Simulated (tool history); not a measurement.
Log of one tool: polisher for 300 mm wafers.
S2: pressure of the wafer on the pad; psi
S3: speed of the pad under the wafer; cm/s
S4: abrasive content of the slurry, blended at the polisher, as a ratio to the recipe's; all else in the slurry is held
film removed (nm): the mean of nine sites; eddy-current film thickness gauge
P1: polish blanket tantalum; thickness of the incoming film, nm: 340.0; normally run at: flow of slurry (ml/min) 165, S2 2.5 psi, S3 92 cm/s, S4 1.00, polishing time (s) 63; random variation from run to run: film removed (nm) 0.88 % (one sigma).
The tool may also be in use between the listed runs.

run 1 hour=3.2 | flow_of_slurry_(ml/min)=165 S2=2.5 S3=92 S4=1.00 polishing_time_(s)=63 | film_removed_(nm)=120.150
run 2 hour=5.9 | flow_of_slurry_(ml/min)=165 S2=2.5 S3=92 S4=1.00 polishing_time_(s)=63 | film_removed_(nm)=119.600
run 3 hour=10.8 | flow_of_slurry_(ml/min)=165 S2=2.5 S3=92 S4=0.55 polishing_time_(s)=63 | film_removed_(nm)=96.643
run 4 hour=15.7 | flow_of_slurry_(ml/min)=165 S2=2.5 S3=92 S4=1.00 polishing_time_(s)=63 | film_removed_(nm)=118.930
run 5 hour=20.0 | flow_of_slurry_(ml/min)=165 S2=2.5 S3=92 S4=1.25 polishing_time_(s)=93 | film_removed_(nm)=189.550
run 6 hour=23.5 | flow_of_slurry_(ml/min)=220 S2=2.5 S3=44 S4=1.00 polishing_time_(s)=63 | film_removed_(nm)=60.619
run 7 hour=26.7 | flow_of_slurry_(ml/min)=165 S2=2.5 S3=92 S4=1.00 polishing_time_(s)=63 | film_removed_(nm)=119.320
run 8 hour=31.1 | flow_of_slurry_(ml/min)=165 S2=3.9 S3=92 S4=1.00 polishing_time_(s)=63 | film_removed_(nm)=187.580
run 9 hour=35.2 | flow_of_slurry_(ml/min)=165 S2=2.5 S3=92 S4=1.00 polishing_time_(s)=63 | film_removed_(nm)=118.810
run 10 hour=39.0 | flow_of_slurry_(ml/min)=165 S2=2.5 S3=44 S4=1.00 polishing_time_(s)=63 | film_removed_(nm)=57.740
run 11 hour=44.8 | flow_of_slurry_(ml/min)=210 S2=2.5 S3=92 S4=1.00 polishing_time_(s)=44 | film_removed_(nm)=86.713
run 12 hour=47.7 | flow_of_slurry_(ml/min)=165 S2=2.5 S3=92 S4=1.00 polishing_time_(s)=95 | film_removed_(nm)=181.420
run 13 hour=51.4 | flow_of_slurry_(ml/min)=260 S2=2.5 S3=92 S4=1.00 polishing_time_(s)=63 | film_removed_(nm)=124.430
run 14 hour=56.1 | flow_of_slurry_(ml/min)=165 S2=1.1 S3=92 S4=1.00 polishing_time_(s)=63 | film_removed_(nm)=52.703
run 15 hour=60.3 | flow_of_slurry_(ml/min)=165 S2=2.5 S3=92 S4=1.00 polishing_time_(s)=63 | film_removed_(nm)=120.030
run 16 hour=63.4 | flow_of_slurry_(ml/min)=110 S2=2.5 S3=92 S4=1.00 polishing_time_(s)=63 | film_removed_(nm)=110.980
run 17 hour=66.2 | flow_of_slurry_(ml/min)=165 S2=2.5 S3=140 S4=1.00 polishing_time_(s)=63 | film_removed_(nm)=180.240
run 18 hour=69.1 | flow_of_slurry_(ml/min)=165 S2=2.5 S3=92 S4=1.00 polishing_time_(s)=63 | film_removed_(nm)=119.890
run 19 hour=72.0 | flow_of_slurry_(ml/min)=165 S2=2.5 S3=92 S4=1.00 polishing_time_(s)=28 | film_removed_(nm)=53.162
run 20 hour=75.7 | flow_of_slurry_(ml/min)=165 S2=2.5 S3=92 S4=1.50 polishing_time_(s)=63 | film_removed_(nm)=131.540
run 21 hour=79.6 | flow_of_slurry_(ml/min)=165 S2=2.5 S3=92 S4=1.00 polishing_time_(s)=63 | film_removed_(nm)=119.420
run 22 hour=82.2 | flow_of_slurry_(ml/min)=165 S2=2.5 S3=92 S4=1.00 polishing_time_(s)=63 | film_removed_(nm)=117.240

The next listed run, before its measurement:
run 23 hour=86.7 | flow_of_slurry_(ml/min)=165 S2=2.5 S3=92 S4=1.00 polishing_time_(s)=63 | film_removed_(nm)=?

{"run 23": {"film removed (nm)": 116.3}}

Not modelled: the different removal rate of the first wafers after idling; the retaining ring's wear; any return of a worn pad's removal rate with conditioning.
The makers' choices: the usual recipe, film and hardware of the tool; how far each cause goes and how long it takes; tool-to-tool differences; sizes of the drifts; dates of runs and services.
